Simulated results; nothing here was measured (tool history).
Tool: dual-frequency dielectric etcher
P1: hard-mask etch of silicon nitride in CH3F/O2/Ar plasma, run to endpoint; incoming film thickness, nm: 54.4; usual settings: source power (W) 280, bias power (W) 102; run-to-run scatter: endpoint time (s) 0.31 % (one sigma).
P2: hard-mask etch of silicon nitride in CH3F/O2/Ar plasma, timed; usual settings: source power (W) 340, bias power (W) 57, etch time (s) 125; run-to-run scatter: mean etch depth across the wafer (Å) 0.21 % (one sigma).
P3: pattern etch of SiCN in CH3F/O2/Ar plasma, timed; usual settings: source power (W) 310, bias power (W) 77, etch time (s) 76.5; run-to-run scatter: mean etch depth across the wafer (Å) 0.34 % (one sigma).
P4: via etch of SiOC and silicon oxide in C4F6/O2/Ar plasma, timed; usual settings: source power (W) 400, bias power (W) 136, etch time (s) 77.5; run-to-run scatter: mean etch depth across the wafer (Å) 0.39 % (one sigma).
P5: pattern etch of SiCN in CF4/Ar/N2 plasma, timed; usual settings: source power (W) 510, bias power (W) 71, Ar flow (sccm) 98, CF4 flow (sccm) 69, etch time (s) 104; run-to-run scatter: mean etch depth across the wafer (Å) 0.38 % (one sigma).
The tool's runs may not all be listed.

run   hour  process that ran  source power (W)  bias power (W)  etch time (s)  Ar flow (sccm)  CF4 flow (sccm)  hours since the last wet clean  hours since the last source power generator calibration  hours since the last bias power generator calibration  endpoint time (s)  mean etch depth across the wafer (Å)
  1   15.7                P1               280             102                                                                           206.1                                                   2370.3                                                  537.2             78.534
  2   25.4                P2               240              57            125                                                            215.8                                                     2380                                                  546.9                                                   644.75
  3   39.1                P1               280             139                                                                           229.5                                                   2393.7                                                  560.6             69.238
  4   55.4                P2               340              39            125                                                            245.8                                                     2410                                                  576.9                                                   655.56
  5   71.9                P1               280              78                                                                           262.3                                                   2426.5                                                  593.4             86.661
  6   89.7                P1               170             124                                                                           280.1                                                   2444.3                                                  611.2             86.887
  7  104.9                P4               400             136           77.5                                                            295.3                                                   2459.5                                                  626.4                                                   805.38
  8  115.3                P1               280             102                                                                           305.7                                                   2469.9                                                  636.8              77.95
  9  129.8                P1               280             102                                                                           320.2                                                   2484.4                                                  651.3             78.334
 10  145.1                P1               280             102                                                                           335.5                                                   2499.7                                                  666.6             78.609
 11    156                P1               280             102                                                                           346.4                                                   2510.6                                                  677.5             78.587
     161.9  -- bias power generator calibrated
 12  171.1                P5               510              98            104              98               69                           361.5                                                   2525.7                                                    9.2                                                     1097
 13  181.6                P5               510              71             60              98               69                             372                                                   2536.2                                                   19.7                                                   569.62
 14  189.6                P2               340              57            125                                                              380                                                   2544.2                                                   27.7                                                   739.25
 15  199.7                P3               310              60           76.5                                                            390.1                                                   2554.3                                                   37.8                                                   238.87
 16  215.7                P4               400              83           77.5                                                            406.1                                                   2570.3                                                   53.8                                                   701.23
 17  228.3                P1               280             102                                                                           418.7                                                   2582.9                                                   66.4             78.301
 18  237.5                P3               310              77           76.5                                                            427.9                                                   2592.1                                                   75.6                                                   261.85
 19  247.2                P2               340              57             69                                                            437.6                                                   2601.8                                                   85.3                                                   406.26
 20    258                P3               310              77          112.5                                                            448.4                                                   2612.6                                                   96.1                                                   384.94
 21  270.3                P1               280             102                                                                           460.7                                                   2624.9                                                  108.4             78.511
 22  280.7                P1               200             102                                                                           471.1                                                   2635.3                                                  118.8             88.432
 23  299.2                P3               190              77           76.5                                                            489.6                                                   2653.8                                                  137.3                                                   217.77
 24  311.4                P1               350             102                                                                           501.8                                                     2666                                                  149.5              72.41
 25  322.7                P5               510              71            104             130               69                           513.1                                                   2677.3                                                  160.8                                                   937.07
 26  334.3                P5               510              71            104              98               41                           524.7                                                   2688.9                                                  172.4                                                    900.1
 27  342.5                P5               510              71            104              98               69                           532.9                                                   2697.1                                                  180.6                                                   981.42
 28  355.9                P5               510              71            104              98               69                           546.3                                                   2710.5                                                    194                                                   984.31
 29  370.4                P4               400             136             97                                                            560.8                                                     2725                                                  208.5                                                   1001.5
 30  386.2                P4               240             136           77.5                                                            576.6                                                   2740.8                                                  224.3                                                   653.37
 31  401.1                P5               290              71            104              98               69                           591.5                                                   2755.7                                                  239.2                                                   598.11
 32  419.2                P1               280             102                                                                           609.6                                                   2773.8                                                  257.3             77.915
 33  431.3                P1               280             102                                                                           621.7                                                   2785.9                                                  269.4             77.772

The next listed run, before its measurement:
 34  449.7                P1               280             102                                                                           640.1                                                   2804.3                                                  287.8                  ?

{"run 34": {"endpoint time (s)": 77.42}}
